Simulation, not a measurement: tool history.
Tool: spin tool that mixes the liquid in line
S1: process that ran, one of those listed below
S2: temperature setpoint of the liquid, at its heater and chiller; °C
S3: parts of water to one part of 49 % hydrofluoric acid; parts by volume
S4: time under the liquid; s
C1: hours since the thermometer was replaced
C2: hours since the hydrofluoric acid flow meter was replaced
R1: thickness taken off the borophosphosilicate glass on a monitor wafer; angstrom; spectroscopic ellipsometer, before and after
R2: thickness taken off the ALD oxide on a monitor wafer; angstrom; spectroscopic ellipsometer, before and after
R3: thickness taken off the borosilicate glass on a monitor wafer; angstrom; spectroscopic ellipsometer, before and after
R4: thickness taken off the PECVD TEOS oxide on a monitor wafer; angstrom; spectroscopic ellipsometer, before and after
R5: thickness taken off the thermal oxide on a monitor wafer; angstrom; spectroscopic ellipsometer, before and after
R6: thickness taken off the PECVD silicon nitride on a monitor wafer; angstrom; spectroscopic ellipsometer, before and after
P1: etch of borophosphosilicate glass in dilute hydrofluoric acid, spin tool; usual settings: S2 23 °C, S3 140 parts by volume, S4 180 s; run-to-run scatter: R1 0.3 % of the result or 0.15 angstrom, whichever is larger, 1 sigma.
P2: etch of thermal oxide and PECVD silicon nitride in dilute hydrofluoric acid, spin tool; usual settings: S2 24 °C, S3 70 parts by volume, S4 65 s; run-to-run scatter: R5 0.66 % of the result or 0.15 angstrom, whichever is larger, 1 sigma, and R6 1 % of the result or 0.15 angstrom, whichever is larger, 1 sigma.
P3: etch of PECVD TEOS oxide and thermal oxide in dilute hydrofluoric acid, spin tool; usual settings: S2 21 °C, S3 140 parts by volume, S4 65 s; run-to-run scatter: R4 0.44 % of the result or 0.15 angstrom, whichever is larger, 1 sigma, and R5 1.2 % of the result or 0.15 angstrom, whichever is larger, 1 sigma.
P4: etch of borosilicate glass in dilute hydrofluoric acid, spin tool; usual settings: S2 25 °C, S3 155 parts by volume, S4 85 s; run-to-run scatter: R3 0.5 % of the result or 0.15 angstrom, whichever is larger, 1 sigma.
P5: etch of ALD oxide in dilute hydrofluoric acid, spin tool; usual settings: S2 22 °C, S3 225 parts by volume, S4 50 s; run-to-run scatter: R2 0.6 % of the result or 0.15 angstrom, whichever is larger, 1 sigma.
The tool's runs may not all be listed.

Run 1, hour 7.6: S1 P1, S2 23 °C, S3 140 parts by volume, S4 180 s; C1 296.9; C2 1105.1. Result: R1 354.47 angstrom.
Run 2, hour 12.3: S1 P1, S2 23 °C, S3 140 parts by volume, S4 295 s; C1 301.6; C2 1109.8. Result: R1 579.24 angstrom.
Run 3, hour 19.5: S1 P5, S2 26.5 °C, S3 225 parts by volume, S4 50 s; C1 308.8; C2 1117. Result: R2 55.427 angstrom.
Run 4, hour 25.3: S1 P1, S2 17 °C, S3 140 parts by volume, S4 180 s; C1 314.6; C2 1122.8. Result: R1 280.6 angstrom.
Run 5, hour 31.6: S1 P5, S2 22 °C, S3 225 parts by volume, S4 50 s; C1 320.9; C2 1129.1. Result: R2 46.84 angstrom.
Run 6, hour 37.9: S1 P1, S2 23 °C, S3 140 parts by volume, S4 180 s; C1 327.2; C2 1135.4. Result: R1 353.05 angstrom.
Run 7, hour 46.2: S1 P1, S2 23 °C, S3 140 parts by volume, S4 180 s; C1 335.5; C2 1143.7. Result: R1 353.73 angstrom.
Run 8, hour 53.3: S1 P4, S2 25 °C, S3 155 parts by volume, S4 85 s; C1 342.6; C2 1150.8. Result: R3 113.32 angstrom.
Run 9, hour 60: S1 P3, S2 28 °C, S3 140 parts by volume, S4 65 s; C1 349.3; C2 1157.5. Result: R4 67.133 angstrom, R5 24.493 angstrom.
Run 10, hour 66.6: S1 P5, S2 22 °C, S3 225 parts by volume, S4 75 s; C1 355.9; C2 1164.1. Result: R2 69.094 angstrom.
Run 11, hour 71.3: S1 P2, S2 24 °C, S3 30 parts by volume, S4 65 s; C1 360.6; C2 1168.8. Result: R5 110.76 angstrom, R6 56.806 angstrom.
Run 12, hour 79.9: S1 P1, S2 23 °C, S3 140 parts by volume, S4 180 s; C1 369.2; C2 1177.4. Result: R1 354.4 angstrom.
At hour 83.5: thermometer replaced.
Run 13, hour 84.9: S1 P3, S2 21 °C, S3 140 parts by volume, S4 65 s; C1 1.4; C2 1182.4. Result: R4 51.216 angstrom, R5 18.104 angstrom.
Run 14, hour 90.8: S1 P3, S2 21 °C, S3 140 parts by volume, S4 65 s; C1 7.3; C2 1188.3. Result: R4 51.292 angstrom, R5 18.792 angstrom.
Run 15, hour 97.8: S1 P1, S2 23 °C, S3 75 parts by volume, S4 180 s; C1 14.3; C2 1195.3. Result: R1 710.47 angstrom.
Run 16, hour 104.7: S1 P1, S2 28 °C, S3 140 parts by volume, S4 180 s; C1 21.2; C2 1202.2. Result: R1 429.18 angstrom.
Run 17, hour 112: S1 P1, S2 23 °C, S3 140 parts by volume, S4 180 s; C1 28.5; C2 1209.5. Result: R1 355.63 angstrom.
Run 18, hour 120.1: S1 P2, S2 31 °C, S3 70 parts by volume, S4 65 s; C1 36.6; C2 1217.6. Result: R5 58.381 angstrom, R6 39.532 angstrom.
Run 19, hour 129.3: S1 P2, S2 24 °C, S3 70 parts by volume, S4 120 s; C1 45.8; C2 1226.8. Result: R5 81.949 angstrom, R6 45.769 angstrom.
Run 20, hour 139: S1 P5, S2 22 °C, S3 110 parts by volume, S4 50 s; C1 55.5; C2 1236.5. Result: R2 107.09 angstrom.
Run 21, hour 145.6: S1 P1, S2 23 °C, S3 235 parts by volume, S4 180 s; C1 62.1; C2 1243.1. Result: R1 191.17 angstrom.
Run 22, hour 150.4: S1 P4, S2 25 °C, S3 265 parts by volume, S4 85 s; C1 66.9; C2 1247.9. Result: R3 58.626 angstrom.
Run 23, hour 155: S1 P4, S2 25 °C, S3 155 parts by volume, S4 160 s; C1 71.5; C2 1252.5. Result: R3 213.53 angstrom.
Run 24, hour 163.7: S1 P4, S2 25 °C, S3 155 parts by volume, S4 85 s; C1 80.2; C2 1261.2. Result: R3 113.25 angstrom.
Run 25, hour 172.4: S1 P2, S2 24 °C, S3 70 parts by volume, S4 65 s; C1 88.9; C2 1269.9. Result: R5 44.672 angstrom, R6 24.417 angstrom.
Run 26, hour 178.2: S1 P1, S2 23 °C, S3 140 parts by volume, S4 180 s; C1 94.7; C2 1275.7. Result: R1 353.43 angstrom.
Run 27, hour 186.6: S1 P3, S2 21 °C, S3 195 parts by volume, S4 65 s; C1 103.1; C2 1284.1. Result: R4 35.072 angstrom, R5 12.337 angstrom.
Run 28, hour 191.4: S1 P1, S2 23 °C, S3 140 parts by volume, S4 100 s; C1 107.9; C2 1288.9. Result: R1 196.28 angstrom.
Run 29, hour 196.7: S1 P1, S2 17 °C, S3 185 parts by volume, S4 180 s; C1 113.2; C2 1294.2. Result: R1 201.08 angstrom.
Run 30, hour 204.9: S1 P4, S2 18.5 °C, S3 155 parts by volume, S4 85 s; C1 121.4; C2 1302.4. Result: R3 87.949 angstrom.
Run 31, hour 212.7: S1 P3, S2 21 °C, S3 140 parts by volume, S4 125 s; C1 129.2; C2 1310.2. Result: R4 99.068 angstrom, R5 35.117 angstrom.
Run 32, hour 218.6: S1 P1, S2 23 °C, S3 140 parts by volume, S4 180 s; C1 135.1; C2 1316.1. Result: R1 353.51 angstrom.
Run 33, hour 227: S1 P1, S2 23 °C, S3 140 parts by volume, S4 180 s; C1 143.5; C2 1324.5. Result: R1 344.42 angstrom.
Run 34, hour 231.5: S1 P1, S2 23 °C, S3 140 parts by volume, S4 180 s; C1 148; C2 1329. Result: R1 340.6 angstrom.
Run 35, hour 241.2: S1 P1, S2 23 °C, S3 140 parts by volume, S4 180 s; C1 157.7; C2 1338.7. Result: R1 334.37 angstrom.
Run 36, hour 245.8: S1 P1, S2 23 °C, S3 140 parts by volume, S4 180 s; C1 162.3; C2 1343.3. Result: R1 330.24 angstrom.
Run 37, hour 253.8: S1 P1, S2 23 °C, S3 140 parts by volume, S4 180 s; C1 170.3; C2 1351.3. Result: R1 331.3 angstrom.
Run 38, hour 259.1: S1 P1, S2 23 °C, S3 140 parts by volume, S4 180 s; C1 175.6; C2 1356.6. Result: R1 329.24 angstrom.
Run 39, hour 268.4: S1 P1, S2 23 °C, S3 140 parts by volume, S4 180 s; C1 184.9; C2 1365.9. Result: R1 329.08 angstrom.
Run 40, hour 276.2: S1 P1, S2 23 °C, S3 140 parts by volume, S4 180 s; C1 192.7; C2 1373.7. Result: R1 327.72 angstrom.
Run 41, hour 281.5: S1 P1, S2 23 °C, S3 140 parts by volume, S4 180 s; C1 198; C2 1379. Result: R1 328.66 angstrom.
Run 42, hour 289.2: S1 P1, S2 23 °C, S3 140 parts by volume, S4 180 s; C1 205.7; C2 1386.7. Result: R1 326.38 angstrom.
Run 43, hour 293.9: S1 P1, S2 23 °C, S3 140 parts by volume, S4 180 s; C1 210.4; C2 1391.4. Result: R1 325.96 angstrom.

What P1 gives has crept away from where it was. These 2 causes fit the log equally well, each at the size given:
A: hydrofluoric acid flow below the setpoint (%) = 6.5
B: liquid colder than its thermometer reads (K) = 1.99
The creep began at about hour 218.6.

4 check runs are offered, each on 2 wafers whose results are averaged, their results left as question marks. Which one tells the causes apart?
Run check 1, hour 298.6: S1 P3, S2 21 °C, S3 140 parts by volume, S4 65 s. Result: R4 ?, R5 ?.
Run check 2, hour 298.6: S1 P4, S2 25 °C, S3 155 parts by volume, S4 85 s. Result: R3 ?.
Run check 3, hour 298.6: S1 P2, S2 24 °C, S3 70 parts by volume, S4 65 s. Result: R5 ?, R6 ?.
Run check 4, hour 298.6: S1 P5, S2 22 °C, S3 225 parts by volume, S4 50 s. Result: R2 ?.

What each check would give under each cause:
  check  result    if A    if B
check 1      R4  47.486  47.388
check 1      R5  16.986  16.951
check 2      R3  104.82  105.23
check 3      R5  41.631  41.307
check 3      R6   23.28  21.754
check 4      R2   42.82  43.157
How far apart the two closest causes lie, in the result that separates them most: check 1 0.21 %; check 2 0.39 %; check 3 6.78 %; check 4 0.78 %
Only check 3 tells the causes apart: in the others they would give nearly the same result.

Check 3 was then run and gave: R5 41.477 angstrom; R6 21.919 angstrom. Which cause is it?

It is B: liquid colder than its thermometer reads (K).
